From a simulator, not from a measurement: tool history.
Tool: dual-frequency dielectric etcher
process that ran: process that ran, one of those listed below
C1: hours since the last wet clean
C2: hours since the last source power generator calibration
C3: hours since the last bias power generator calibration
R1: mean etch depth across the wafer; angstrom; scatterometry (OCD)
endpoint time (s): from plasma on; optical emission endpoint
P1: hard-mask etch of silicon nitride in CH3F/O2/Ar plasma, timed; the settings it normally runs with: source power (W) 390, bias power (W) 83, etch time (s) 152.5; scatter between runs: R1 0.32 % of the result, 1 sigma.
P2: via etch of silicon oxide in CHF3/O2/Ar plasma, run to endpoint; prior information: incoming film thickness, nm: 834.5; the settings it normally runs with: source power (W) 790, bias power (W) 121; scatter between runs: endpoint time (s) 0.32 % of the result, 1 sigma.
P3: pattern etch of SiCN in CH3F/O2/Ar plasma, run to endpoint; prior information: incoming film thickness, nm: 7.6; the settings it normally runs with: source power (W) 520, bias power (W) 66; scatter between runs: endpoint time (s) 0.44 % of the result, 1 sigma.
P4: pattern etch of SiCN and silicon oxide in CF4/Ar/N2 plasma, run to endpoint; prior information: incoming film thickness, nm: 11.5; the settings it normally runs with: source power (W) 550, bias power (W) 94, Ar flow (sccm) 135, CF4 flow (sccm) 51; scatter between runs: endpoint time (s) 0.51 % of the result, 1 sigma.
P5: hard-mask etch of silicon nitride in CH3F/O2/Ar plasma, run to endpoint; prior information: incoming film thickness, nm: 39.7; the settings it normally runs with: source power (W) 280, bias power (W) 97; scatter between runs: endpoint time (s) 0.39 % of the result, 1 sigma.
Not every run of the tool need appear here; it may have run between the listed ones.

Run 1, hour 17.3: process that ran P1, source power (W) 390, bias power (W) 83, etch time (s) 152.5; C1 489.0; C2 1651.5; C3 646.8. Result: R1 1115.70 angstrom.
Run 2, hour 33.2: process that ran P4, source power (W) 550, bias power (W) 94, Ar flow (sccm) 135, CF4 flow (sccm) 51; C1 504.9; C2 1667.4; C3 662.7. Result: endpoint time (s) 11.113.
Run 3, hour 50.9: process that ran P1, source power (W) 390, bias power (W) 83, etch time (s) 202.5; C1 522.6; C2 1685.1; C3 680.4. Result: R1 1489.50 angstrom.
Run 4, hour 66.1: process that ran P1, source power (W) 390, bias power (W) 83, etch time (s) 152.5; C1 537.8; C2 1700.3; C3 695.6. Result: R1 1117.10 angstrom.
At hour 79.4: bias power generator calibrated.
Run 5, hour 79.6: process that ran P5, source power (W) 280, bias power (W) 97; C1 551.3; C2 1713.8; C3 0.3. Result: endpoint time (s) 56.508.
Run 6, hour 95.4: process that ran P2, source power (W) 790, bias power (W) 121; C1 567.1; C2 1729.6; C3 16.1. Result: endpoint time (s) 426.430.
Run 7, hour 108.0: process that ran P5, source power (W) 280, bias power (W) 57; C1 579.7; C2 1742.2; C3 28.7. Result: endpoint time (s) 68.641.
Run 8, hour 120.9: process that ran P4, source power (W) 550, bias power (W) 94, Ar flow (sccm) 135, CF4 flow (sccm) 51; C1 592.6; C2 1755.1; C3 41.6. Result: endpoint time (s) 11.117.
Run 9, hour 135.4: process that ran P1, source power (W) 390, bias power (W) 58, etch time (s) 109.5; C1 607.1; C2 1769.6; C3 56.1. Result: R1 706.65 angstrom.
Run 10, hour 147.4: process that ran P3, source power (W) 520, bias power (W) 46; C1 619.1; C2 1781.6; C3 68.1. Result: endpoint time (s) 20.372.
Run 11, hour 159.1: process that ran P2, source power (W) 790, bias power (W) 160; C1 630.8; C2 1793.3; C3 79.8. Result: endpoint time (s) 389.740.
Run 12, hour 177.9: process that ran P3, source power (W) 520, bias power (W) 66; C1 649.6; C2 1812.1; C3 98.6. Result: endpoint time (s) 17.909.
Run 13, hour 188.1: process that ran P1, source power (W) 390, bias power (W) 83, etch time (s) 152.5; C1 659.8; C2 1822.3; C3 108.8. Result: R1 1114.80 angstrom.
Run 14, hour 196.4: process that ran P3, source power (W) 730, bias power (W) 66; C1 668.1; C2 1830.6; C3 117.1. Result: endpoint time (s) 15.789.
Run 15, hour 210.5: process that ran P1, source power (W) 390, bias power (W) 83, etch time (s) 152.5; C1 682.2; C2 1844.7; C3 131.2. Result: R1 1115.50 angstrom.
Run 16, hour 229.0: process that ran P4, source power (W) 350, bias power (W) 94, Ar flow (sccm) 135, CF4 flow (sccm) 51; C1 700.7; C2 1863.2; C3 149.7. Result: endpoint time (s) 16.639.
Run 17, hour 237.9: process that ran P1, source power (W) 520, bias power (W) 83, etch time (s) 152.5; C1 709.6; C2 1872.1; C3 158.6. Result: R1 1238.90 angstrom.
Run 18, hour 255.2: process that ran P1, source power (W) 390, bias power (W) 83, etch time (s) 152.5; C1 726.9; C2 1889.4; C3 175.9. Result: R1 1107.20 angstrom.
Run 19, hour 266.1: process that ran P1, source power (W) 280, bias power (W) 83, etch time (s) 152.5; C1 737.8; C2 1900.3; C3 186.8. Result: R1 979.89 angstrom.
Run 20, hour 282.4: process that ran P1, source power (W) 390, bias power (W) 64, etch time (s) 152.5; C1 754.1; C2 1916.6; C3 203.1. Result: R1 1019.70 angstrom.
Run 21, hour 297.4: process that ran P1, source power (W) 390, bias power (W) 83, etch time (s) 152.5; C1 769.1; C2 1931.6; C3 218.1. Result: R1 1116.40 angstrom.
Run 22, hour 314.1: process that ran P5, source power (W) 280, bias power (W) 97; C1 785.8; C2 1948.3; C3 234.8. Result: endpoint time (s) 56.392.
Run 23, hour 330.3: process that ran P5, source power (W) 380, bias power (W) 97; C1 802.0; C2 1964.5; C3 251.0. Result: endpoint time (s) 50.800.
Run 24, hour 346.2: process that ran P2, source power (W) 790, bias power (W) 121; C1 817.9; C2 1980.4; C3 266.9. Result: endpoint time (s) 429.010.
Run 25, hour 363.8: process that ran P1, source power (W) 390, bias power (W) 83, etch time (s) 117.0; C1 835.5; C2 1998.0; C3 284.5. Result: R1 852.68 angstrom.
Run 26, hour 380.2: process that ran P4, source power (W) 550, bias power (W) 94, Ar flow (sccm) 100, CF4 flow (sccm) 51; C1 851.9; C2 2014.4; C3 300.9. Result: endpoint time (s) 10.650.
Run 27, hour 394.4: process that ran P1, source power (W) 390, bias power (W) 104, etch time (s) 152.5; C1 866.1; C2 2028.6; C3 315.1. Result: R1 1209.40 angstrom.
Run 28, hour 409.3: process that ran P4, source power (W) 550, bias power (W) 60, Ar flow (sccm) 135, CF4 flow (sccm) 51; C1 881.0; C2 2043.5; C3 330.0. Result: endpoint time (s) 13.266.
Run 29, hour 418.5: process that ran P4, source power (W) 550, bias power (W) 94, Ar flow (sccm) 135, CF4 flow (sccm) 35; C1 890.2; C2 2052.7; C3 339.2. Result: endpoint time (s) 11.962.
Run 30, hour 434.6: process that ran P2, source power (W) 990, bias power (W) 121; C1 906.3; C2 2068.8; C3 355.3. Result: endpoint time (s) 387.750.
Run 31, hour 448.7: process that ran P1, source power (W) 280, bias power (W) 108, etch time (s) 152.5; C1 920.4; C2 2082.9; C3 369.4. Result: R1 1089.00 angstrom.
Run 32, hour 466.1: process that ran P1, source power (W) 470, bias power (W) 104, etch time (s) 152.5; C1 937.8; C2 2100.3; C3 386.8. Result: R1 1292.80 angstrom.
Run 33, hour 482.8: process that ran P1, source power (W) 390, bias power (W) 83, etch time (s) 152.5; C1 954.5; C2 2117.0; C3 403.5. Result: R1 1116.60 angstrom.
Run 34, hour 496.4: process that ran P1, source power (W) 390, bias power (W) 83, etch time (s) 152.5; C1 968.1; C2 2130.6; C3 417.1. Result: R1 1109.40 angstrom.
Run 35, hour 505.3: process that ran P1, source power (W) 390, bias power (W) 83, etch time (s) 152.5; C1 977.0; C2 2139.5; C3 426.0. Result: R1 1096.20 angstrom.
Run 36, hour 514.5: process that ran P1, source power (W) 390, bias power (W) 83, etch time (s) 152.5; C1 986.2; C2 2148.7; C3 435.2. Result: R1 1103.10 angstrom.
Run 37, hour 527.9: process that ran P1, source power (W) 390, bias power (W) 83, etch time (s) 152.5; C1 999.6; C2 2162.1; C3 448.6. Result: R1 1094.90 angstrom.
Run 38, hour 543.0: process that ran P1, source power (W) 390, bias power (W) 83, etch time (s) 152.5; C1 1014.7; C2 2177.2; C3 463.7. Result: R1 1092.70 angstrom.
At hour 549.9: wet clean of the chamber.
Run 39, hour 551.2: process that ran P1, source power (W) 390, bias power (W) 83, etch time (s) 152.5; C1 1.3; C2 2185.4; C3 471.9. Result: R1 1096.60 angstrom.
Run 40, hour 568.0: process that ran P1, source power (W) 390, bias power (W) 83, etch time (s) 152.5; C1 18.1; C2 2202.2; C3 488.7. Result: R1 1095.50 angstrom.
Run 41, hour 578.4: process that ran P1, source power (W) 390, bias power (W) 83, etch time (s) 152.5; C1 28.5; C2 2212.6; C3 499.1. Result: R1 1107.00 angstrom.
Run 42, hour 592.2: process that ran P1, source power (W) 390, bias power (W) 83, etch time (s) 152.5; C1 42.3; C2 2226.4; C3 512.9. Result: R1 1086.40 angstrom.
Run 43, hour 603.7: process that ran P1, source power (W) 390, bias power (W) 83, etch time (s) 152.5; C1 53.8; C2 2237.9; C3 524.4. Result: R1 1097.40 angstrom.
Run 44, hour 621.3: process that ran P1, source power (W) 390, bias power (W) 83, etch time (s) 152.5; C1 71.4; C2 2255.5; C3 542.0. Result: R1 1100.70 angstrom.

P1 no longer gives what it gave before; its output has crept away from where it was. The following 2 causes, each at its listed size, fit the log equally well:
A: bias power that arrives under what is set, % = 4.49
B: source power that arrives under what is set, % = 4.22
The onset of the drift is placed at about hour 482.8.
What rules out each remaining cause:
chamber walls in a state that lowers the etch rate, %: its service at hour 549.9 followed the start of the drift and did not put the process back to its old value

Which of the 4 check runs listed below, each an average over 5 wafers with its results shown as question marks, gives clearly different results under the different listed causes?
Run check 1, hour 638.9: process that ran P4, source power (W) 550, bias power (W) 75, Ar flow (sccm) 135, CF4 flow (sccm) 51. Result: endpoint time (s) ?.
Run check 2, hour 638.9: process that ran P2, source power (W) 950, bias power (W) 159. Result: endpoint time (s) ?.
Run check 3, hour 638.9: process that ran P3, source power (W) 610, bias power (W) 55. Result: endpoint time (s) ?.
Run check 4, hour 638.9: process that ran P5, source power (W) 320, bias power (W) 97. Result: endpoint time (s) ?.

Predicted outcomes, by check and by cause:
  check             result     if A     if B
check 1  endpoint time (s)   12.364   12.621
check 2  endpoint time (s)  371.130  372.000
check 3  endpoint time (s)   18.221   18.260
check 4  endpoint time (s)   54.873   54.822
Per-check spread between the two closest causes, in the result where they differ most: check 1 2.06 %; check 2 0.23 %; check 3 0.21 %; check 4 0.09 %
The causes can be told apart only by check 1. The other checks would give nearly the same results under each of them.

The results of check 1 are: endpoint time (s) 12.620. Based on these, which of the listed causes is it?

It was cause B: source power that arrives under what is set, %.
